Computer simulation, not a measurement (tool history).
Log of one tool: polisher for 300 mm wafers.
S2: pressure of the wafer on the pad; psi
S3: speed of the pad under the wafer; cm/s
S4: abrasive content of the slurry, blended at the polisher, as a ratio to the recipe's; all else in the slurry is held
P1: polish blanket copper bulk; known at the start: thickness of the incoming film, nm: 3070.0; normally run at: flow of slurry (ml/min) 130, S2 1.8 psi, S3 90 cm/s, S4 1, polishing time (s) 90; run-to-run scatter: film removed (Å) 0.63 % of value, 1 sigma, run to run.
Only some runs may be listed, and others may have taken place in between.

run 1 hour=14.9 | flow_of_slurry_(ml/min)=130 S2=1.8 S3=90 S4=1 polishing_time_(s)=90 | film_removed_(Å)=3952.7
run 2 hour=23.9 | flow_of_slurry_(ml/min)=130 S2=0.8 S3=90 S4=1 polishing_time_(s)=90 | film_removed_(Å)=1754.5
run 3 hour=34.1 | flow_of_slurry_(ml/min)=80 S2=1.8 S3=90 S4=1 polishing_time_(s)=90 | film_removed_(Å)=3515.7
run 4 hour=42.8 | flow_of_slurry_(ml/min)=130 S2=1.8 S3=90 S4=1.3 polishing_time_(s)=54 | film_removed_(Å)=2524
run 5 hour=56.1 | flow_of_slurry_(ml/min)=130 S2=1.8 S3=90 S4=0.5 polishing_time_(s)=90 | film_removed_(Å)=3385.5
run 6 hour=70.6 | flow_of_slurry_(ml/min)=130 S2=2.6 S3=90 S4=1 polishing_time_(s)=90 | film_removed_(Å)=5705.7
run 7 hour=84.4 | flow_of_slurry_(ml/min)=130 S2=1.8 S3=90 S4=1 polishing_time_(s)=61 | film_removed_(Å)=2668.7
run 8 hour=99.9 | flow_of_slurry_(ml/min)=130 S2=1.8 S3=48 S4=1 polishing_time_(s)=90 | film_removed_(Å)=2124.3
run 9 hour=113.3 | flow_of_slurry_(ml/min)=130 S2=1.8 S3=90 S4=1 polishing_time_(s)=90 | film_removed_(Å)=3946.7
run 10 hour=123.3 | flow_of_slurry_(ml/min)=130 S2=1.8 S3=90 S4=1 polishing_time_(s)=90 | film_removed_(Å)=4008.9
-- hour=131.1 slurry blender recalibrated
run 11 hour=140 | flow_of_slurry_(ml/min)=175 S2=1.8 S3=90 S4=1 polishing_time_(s)=90 | film_removed_(Å)=4124.1
run 12 hour=152.7 | flow_of_slurry_(ml/min)=130 S2=1.8 S3=138 S4=1 polishing_time_(s)=90 | film_removed_(Å)=5999.8
run 13 hour=162.9 | flow_of_slurry_(ml/min)=130 S2=1.8 S3=90 S4=1 polishing_time_(s)=90 | film_removed_(Å)=3973.6
run 14 hour=171.7 | flow_of_slurry_(ml/min)=130 S2=1.8 S3=90 S4=1 polishing_time_(s)=119 | film_removed_(Å)=5202.2
run 15 hour=183.9 | flow_of_slurry_(ml/min)=130 S2=1.8 S3=90 S4=1.3 polishing_time_(s)=90 | film_removed_(Å)=4184.9
run 16 hour=196.4 | flow_of_slurry_(ml/min)=130 S2=1.8 S3=90 S4=1 polishing_time_(s)=90 | film_removed_(Å)=3959
run 17 hour=206.8 | flow_of_slurry_(ml/min)=130 S2=1.8 S3=90 S4=0.75 polishing_time_(s)=123 | film_removed_(Å)=5092.6
run 18 hour=218.1 | flow_of_slurry_(ml/min)=130 S2=1.8 S3=90 S4=1 polishing_time_(s)=90 | film_removed_(Å)=3954.2
run 19 hour=225.4 | flow_of_slurry_(ml/min)=130 S2=1.8 S3=90 S4=1 polishing_time_(s)=90 | film_removed_(Å)=3960.8
run 20 hour=239.2 | flow_of_slurry_(ml/min)=130 S2=1.8 S3=90 S4=1 polishing_time_(s)=90 | film_removed_(Å)=3858
run 21 hour=253.9 | flow_of_slurry_(ml/min)=130 S2=1.8 S3=90 S4=1 polishing_time_(s)=90 | film_removed_(Å)=3845
run 22 hour=263.8 | flow_of_slurry_(ml/min)=130 S2=1.8 S3=90 S4=1 polishing_time_(s)=90 | film_removed_(Å)=3704.9

Expected results for the next run?
run 23 hour=278.3 | flow_of_slurry_(ml/min)=130 S2=1.8 S3=90 S4=1 polishing_time_(s)=90 | film_removed_(Å)=?

film removed (Å): 3720.7
